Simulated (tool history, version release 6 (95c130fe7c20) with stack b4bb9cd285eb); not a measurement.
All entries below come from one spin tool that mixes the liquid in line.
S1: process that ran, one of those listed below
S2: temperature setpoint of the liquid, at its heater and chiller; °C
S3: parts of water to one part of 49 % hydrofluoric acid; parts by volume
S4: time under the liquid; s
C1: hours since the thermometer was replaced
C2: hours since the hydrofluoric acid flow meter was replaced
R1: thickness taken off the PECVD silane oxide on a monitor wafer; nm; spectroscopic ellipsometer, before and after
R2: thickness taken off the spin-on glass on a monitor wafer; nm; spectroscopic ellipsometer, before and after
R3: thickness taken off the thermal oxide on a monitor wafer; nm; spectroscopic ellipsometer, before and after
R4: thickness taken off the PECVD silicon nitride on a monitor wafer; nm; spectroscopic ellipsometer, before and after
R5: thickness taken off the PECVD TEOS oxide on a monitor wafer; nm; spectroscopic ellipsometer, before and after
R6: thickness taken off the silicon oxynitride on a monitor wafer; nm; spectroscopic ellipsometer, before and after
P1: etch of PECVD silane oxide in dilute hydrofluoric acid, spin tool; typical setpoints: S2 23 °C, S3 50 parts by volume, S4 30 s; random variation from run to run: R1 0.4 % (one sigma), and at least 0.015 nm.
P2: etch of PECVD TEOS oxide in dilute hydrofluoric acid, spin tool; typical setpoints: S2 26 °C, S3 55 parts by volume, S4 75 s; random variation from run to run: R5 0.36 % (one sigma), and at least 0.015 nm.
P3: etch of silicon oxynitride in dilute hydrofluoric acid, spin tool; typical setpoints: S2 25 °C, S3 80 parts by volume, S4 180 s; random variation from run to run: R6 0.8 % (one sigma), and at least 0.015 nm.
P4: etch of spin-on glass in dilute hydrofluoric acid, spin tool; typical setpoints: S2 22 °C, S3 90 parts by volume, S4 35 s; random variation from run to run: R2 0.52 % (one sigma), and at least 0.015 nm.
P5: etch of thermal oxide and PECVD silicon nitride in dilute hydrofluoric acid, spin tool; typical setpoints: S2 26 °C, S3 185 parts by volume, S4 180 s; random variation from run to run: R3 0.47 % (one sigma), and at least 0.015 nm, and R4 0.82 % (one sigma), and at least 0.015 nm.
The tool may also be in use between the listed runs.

{"run": 1, "hour": 10.2, "S1": "P1", "S2": 23, "S3": 50, "S4": 30, "C1": 481.8, "C2": 348.9, "R1": 21.08}
{"run": 2, "hour": 17.6, "S1": "P1", "S2": 23, "S3": 50, "S4": 30, "C1": 489.2, "C2": 356.3, "R1": 21.141}
{"run": 3, "hour": 27.5, "S1": "P4", "S2": 22, "S3": 90, "S4": 70, "C1": 499.1, "C2": 366.2, "R2": 35.109}
{"run": 4, "hour": 34.2, "S1": "P5", "S2": 26, "S3": 185, "S4": 180, "C1": 505.8, "C2": 372.9, "R3": 4.4146, "R4": 2.3413}
{"run": 5, "hour": 42.4, "S1": "P1", "S2": 23, "S3": 50, "S4": 30, "C1": 514, "C2": 381.1, "R1": 21.096}
{"run": 6, "hour": 53.3, "S1": "P1", "S2": 23, "S3": 50, "S4": 50, "C1": 524.9, "C2": 392, "R1": 34.949}
{"run": 7, "hour": 59.1, "S1": "P1", "S2": 23, "S3": 30, "S4": 15, "C1": 530.7, "C2": 397.8, "R1": 18.076}
{"run": 8, "hour": 66.2, "S1": "P2", "S2": 26, "S3": 55, "S4": 75, "C1": 537.8, "C2": 404.9, "R5": 37.983}
{"run": 9, "hour": 75.2, "S1": "P1", "S2": 17, "S3": 50, "S4": 50, "C1": 546.8, "C2": 413.9, "R1": 27.182}
{"run": 10, "hour": 84.3, "S1": "P2", "S2": 26, "S3": 85, "S4": 75, "C1": 555.9, "C2": 423, "R5": 23.41}
{"run": 11, "hour": 91.3, "S1": "P1", "S2": 23, "S3": 50, "S4": 30, "C1": 562.9, "C2": 430, "R1": 21.056}
{"run": 12, "hour": 99.4, "S1": "P4", "S2": 22, "S3": 165, "S4": 35, "C1": 571, "C2": 438.1, "R2": 8.7506}
{"run": 13, "hour": 104.3, "S1": "P3", "S2": 30, "S3": 80, "S4": 180, "C1": 575.9, "C2": 443, "R6": 4.2241}
{"run": 14, "hour": 112.2, "S1": "P5", "S2": 26, "S3": 185, "S4": 180, "C1": 583.8, "C2": 450.9, "R3": 4.3523, "R4": 2.3798}
{"run": 15, "hour": 118.5, "S1": "P5", "S2": 26, "S3": 185, "S4": 40, "C1": 590.1, "C2": 457.2, "R3": 0.98204, "R4": 0.53324}
{"run": 16, "hour": 125.9, "S1": "P4", "S2": 22, "S3": 90, "S4": 35, "C1": 597.5, "C2": 464.6, "R2": 17.4}
{"run": 17, "hour": 131.3, "S1": "P5", "S2": 30, "S3": 185, "S4": 180, "C1": 602.9, "C2": 470, "R3": 5.0686, "R4": 3.0479}
{"run": 18, "hour": 136.4, "S1": "P3", "S2": 25, "S3": 140, "S4": 180, "C1": 608, "C2": 475.1, "R6": 1.784}
{"run": 19, "hour": 143.9, "S1": "P1", "S2": 23, "S3": 30, "S4": 30, "C1": 615.5, "C2": 482.6, "R1": 35.963}
{"hour": 151.6, "done": "hydrofluoric acid flow meter replaced"}
{"run": 20, "hour": 153.8, "S1": "P1", "S2": 23, "S3": 75, "S4": 15, "C1": 625.4, "C2": 2.3, "R1": 6.8366}
{"run": 21, "hour": 165.0, "S1": "P1", "S2": 23, "S3": 50, "S4": 30, "C1": 636.6, "C2": 13.5, "R1": 21.07}
{"run": 22, "hour": 170.6, "S1": "P2", "S2": 26, "S3": 55, "S4": 15, "C1": 642.2, "C2": 19.1, "R5": 7.5347}
{"run": 23, "hour": 178.6, "S1": "P2", "S2": 30.5, "S3": 55, "S4": 75, "C1": 650.2, "C2": 27.1, "R5": 45.058}
{"run": 24, "hour": 186.4, "S1": "P1", "S2": 31, "S3": 50, "S4": 30, "C1": 658, "C2": 34.9, "R1": 28.96}
{"run": 25, "hour": 191.9, "S1": "P3", "S2": 25, "S3": 80, "S4": 180, "C1": 663.5, "C2": 40.4, "R6": 3.4095}
{"run": 26, "hour": 197.1, "S1": "P4", "S2": 28.5, "S3": 90, "S4": 35, "C1": 668.7, "C2": 45.6, "R2": 22.575}
{"run": 27, "hour": 204.1, "S1": "P3", "S2": 25, "S3": 80, "S4": 35, "C1": 675.7, "C2": 52.6, "R6": 0.64557}
{"run": 28, "hour": 209.4, "S1": "P1", "S2": 23, "S3": 75, "S4": 30, "C1": 681, "C2": 57.9, "R1": 13.563}
{"run": 29, "hour": 215.0, "S1": "P1", "S2": 17, "S3": 50, "S4": 30, "C1": 686.6, "C2": 63.5, "R1": 16.375}
{"run": 30, "hour": 224.0, "S1": "P1", "S2": 23, "S3": 50, "S4": 15, "C1": 695.6, "C2": 72.5, "R1": 10.545}
{"run": 31, "hour": 230.9, "S1": "P2", "S2": 26, "S3": 55, "S4": 75, "C1": 702.5, "C2": 79.4, "R5": 37.936}
{"run": 32, "hour": 237.1, "S1": "P5", "S2": 26, "S3": 80, "S4": 180, "C1": 708.7, "C2": 85.6, "R3": 11.634, "R4": 5.4113}
{"run": 33, "hour": 242.3, "S1": "P1", "S2": 23, "S3": 50, "S4": 30, "C1": 713.9, "C2": 90.8, "R1": 21.14}
{"run": 34, "hour": 251.5, "S1": "P1", "S2": 23, "S3": 50, "S4": 30, "C1": 723.1, "C2": 100, "R1": 21.659}
{"run": 35, "hour": 261.3, "S1": "P1", "S2": 23, "S3": 50, "S4": 30, "C1": 732.9, "C2": 109.8, "R1": 22.105}
{"run": 36, "hour": 270.2, "S1": "P1", "S2": 23, "S3": 50, "S4": 30, "C1": 741.8, "C2": 118.7, "R1": 22.242}
{"run": 37, "hour": 277.7, "S1": "P1", "S2": 23, "S3": 50, "S4": 30, "C1": 749.3, "C2": 126.2, "R1": 22.159}
{"run": 38, "hour": 285.0, "S1": "P1", "S2": 23, "S3": 50, "S4": 30, "C1": 756.6, "C2": 133.5, "R1": 22.279}
{"run": 39, "hour": 294.0, "S1": "P1", "S2": 23, "S3": 50, "S4": 30, "C1": 765.6, "C2": 142.5, "R1": 22.397}
{"run": 40, "hour": 300.6, "S1": "P1", "S2": 23, "S3": 50, "S4": 30, "C1": 772.2, "C2": 149.1, "R1": 22.4}

P1 has crept away from where it was. The log is fitted equally well by each of these 2 causes, at the sizes shown:
A: hydrofluoric acid flow above the setpoint (%) = 5.7
B: liquid hotter than its thermometer reads (K) = 1.43
The creep began at about hour 242.3.

The list below offers 4 check runs, each averaging the results of 5 wafers, and shows each result as a question mark. For which of them would the listed causes give clearly different results?
{"run": "check 1", "hour": 307.2, "S1": "P3", "S2": 25, "S3": 80, "S4": 180, "R6": "?"}
{"run": "check 2", "hour": 307.2, "S1": "P5", "S2": 26, "S3": 185, "S4": 180, "R3": "?", "R4": "?"}
{"run": "check 3", "hour": 307.2, "S1": "P4", "S2": 22, "S3": 90, "S4": 35, "R2": "?"}
{"run": "check 4", "hour": 307.2, "S1": "P2", "S2": 26, "S3": 55, "S4": 75, "R5": "?"}

If the cause were each of the candidates in turn, the checks would give the following:
check=check_1 result=R6 if_A=3.5835 if_B=3.6133
check=check_2 result=R3 if_A=4.6975 if_B=4.627
check=check_2 result=R4 if_A=2.4844 if_B=2.5686
check=check_3 result=R2 if_A=18.566 if_B=18.502
check=check_4 result=R5 if_A=40.085 if_B=39.994
Smallest distance between any two causes, each pair judged by its most separating result, in per cent: check 1 0.83 %; check 2 3.33 %; check 3 0.35 %; check 4 0.23 %
Only in check 2 would the causes give clearly different results; in the remaining checks their results would be nearly the same.

Check 2 has now been run. It gave: R3 4.7099 nm; R4 2.4831 nm. Which of the candidate causes is it?

Of the candidate causes, it is A: hydrofluoric acid flow above the setpoint (%).

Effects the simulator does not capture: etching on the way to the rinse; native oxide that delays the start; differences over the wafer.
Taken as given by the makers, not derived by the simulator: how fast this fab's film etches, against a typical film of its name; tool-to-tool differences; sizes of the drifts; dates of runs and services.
